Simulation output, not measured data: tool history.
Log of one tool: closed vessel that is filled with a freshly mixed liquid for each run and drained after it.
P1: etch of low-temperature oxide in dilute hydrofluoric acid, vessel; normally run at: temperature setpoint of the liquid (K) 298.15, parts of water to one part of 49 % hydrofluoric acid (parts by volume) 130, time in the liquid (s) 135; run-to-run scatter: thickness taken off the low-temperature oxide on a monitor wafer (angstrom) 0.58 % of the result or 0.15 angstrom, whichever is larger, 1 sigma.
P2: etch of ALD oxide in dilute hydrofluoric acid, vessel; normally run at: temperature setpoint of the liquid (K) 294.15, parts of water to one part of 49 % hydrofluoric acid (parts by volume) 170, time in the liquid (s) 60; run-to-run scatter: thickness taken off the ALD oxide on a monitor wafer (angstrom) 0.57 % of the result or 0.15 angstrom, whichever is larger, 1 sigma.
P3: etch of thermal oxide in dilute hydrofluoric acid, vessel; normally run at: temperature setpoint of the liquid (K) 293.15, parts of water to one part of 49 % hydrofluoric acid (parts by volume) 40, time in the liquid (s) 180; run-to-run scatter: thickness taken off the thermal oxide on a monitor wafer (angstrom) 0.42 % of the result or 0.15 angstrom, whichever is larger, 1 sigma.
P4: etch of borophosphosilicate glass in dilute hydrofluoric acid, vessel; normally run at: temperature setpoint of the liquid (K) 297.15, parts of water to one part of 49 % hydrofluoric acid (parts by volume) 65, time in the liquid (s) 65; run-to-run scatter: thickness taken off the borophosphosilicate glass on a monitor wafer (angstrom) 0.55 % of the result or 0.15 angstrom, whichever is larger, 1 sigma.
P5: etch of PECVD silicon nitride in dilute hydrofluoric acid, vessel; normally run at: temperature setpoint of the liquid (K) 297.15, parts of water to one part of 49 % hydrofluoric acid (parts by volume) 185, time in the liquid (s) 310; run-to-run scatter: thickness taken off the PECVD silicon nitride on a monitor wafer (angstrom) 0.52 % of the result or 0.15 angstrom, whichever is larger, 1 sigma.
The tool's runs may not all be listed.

| run | hour | process that ran | temperature setpoint of the liquid (K) | parts of water to one part of 49 % hydrofluoric acid (parts by volume) | time in the liquid (s) | thickness taken off the low-temperature oxide on a monitor wafer (angstrom) | thickness taken off the thermal oxide on a monitor wafer (angstrom) | thickness taken off the PECVD silicon nitride on a monitor wafer (angstrom) | thickness taken off the ALD oxide on a monitor wafer (angstrom) | thickness taken off the borophosphosilicate glass on a monitor wafer (angstrom) |
|---|---|---|---|---|---|---|---|---|---|---|
| 1 | 9.5 | P1 | 298.15 | 130 | 135 | 221.95 |  |  |  |  |
| 2 | 25.5 | P1 | 298.15 | 230 | 135 | 111.85 |  |  |  |  |
| 3 | 33.4 | P3 | 293.15 | 40 | 180 |  | 189.51 |  |  |  |
|  | 39.3 | hydrofluoric acid flow meter replaced |
| 4 | 42 | P1 | 298.15 | 230 | 205 | 171.07 |  |  |  |  |
| 5 | 50.1 | P5 | 297.15 | 185 | 520 |  |  | 153.93 |  |  |
| 6 | 61.7 | P3 | 293.15 | 40 | 355 |  | 375.89 |  |  |  |
| 7 | 74 | P1 | 298.15 | 130 | 225 | 373.77 |  |  |  |  |
| 8 | 86.1 | P1 | 290.65 | 130 | 135 | 165.72 |  |  |  |  |
| 9 | 96.6 | P1 | 298.15 | 130 | 135 | 223.31 |  |  |  |  |
| 10 | 111.1 | P2 | 294.15 | 170 | 60 |  |  |  | 74.79 |  |
| 11 | 122.8 | P2 | 294.15 | 170 | 85 |  |  |  | 105.06 |  |
| 12 | 130 | P4 | 302.15 | 65 | 65 |  |  |  |  | 571.8 |
| 13 | 142.7 | P4 | 297.15 | 65 | 65 |  |  |  |  | 467.85 |
| 14 | 153.1 | P1 | 304.15 | 130 | 135 | 278.69 |  |  |  |  |
| 15 | 165 | P5 | 297.15 | 260 | 310 |  |  | 64.638 |  |  |
| 16 | 180.9 | P3 | 297.65 | 40 | 180 |  | 230.94 |  |  |  |
| 17 | 196.2 | P2 | 290.15 | 170 | 60 |  |  |  | 63.715 |  |
| 18 | 203.5 | P3 | 293.15 | 40 | 180 |  | 190.55 |  |  |  |
| 19 | 216.8 | P1 | 298.15 | 130 | 135 | 222.05 |  |  |  |  |
| 20 | 224.4 | P2 | 294.15 | 80 | 60 |  |  |  | 174.02 |  |
| 21 | 236.5 | P1 | 298.15 | 130 | 135 | 222.07 |  |  |  |  |
|  | 237.3 | thermometer replaced |
| 22 | 250.4 | P5 | 297.15 | 185 | 310 |  |  | 91.168 |  |  |
| 23 | 264.6 | P4 | 297.15 | 65 | 120 |  |  |  |  | 869.9 |
| 24 | 277.9 | P2 | 294.15 | 170 | 60 |  |  |  | 74.426 |  |
| 25 | 287.4 | P1 | 298.15 | 130 | 55 | 90.573 |  |  |  |  |
| 26 | 302.3 | P1 | 298.15 | 130 | 135 | 223.11 |  |  |  |  |
| 27 | 313.8 | P1 | 298.15 | 130 | 135 | 222.69 |  |  |  |  |
| 28 | 327.5 | P3 | 293.15 | 70 | 180 |  | 104.66 |  |  |  |

The next listed run, before its measurement:
| 29 | 334.9 | P5 | 290.65 | 185 | 310 |  |  | ? |  |  |

thickness taken off the PECVD silicon nitride on a monitor wafer (angstrom): 59.573
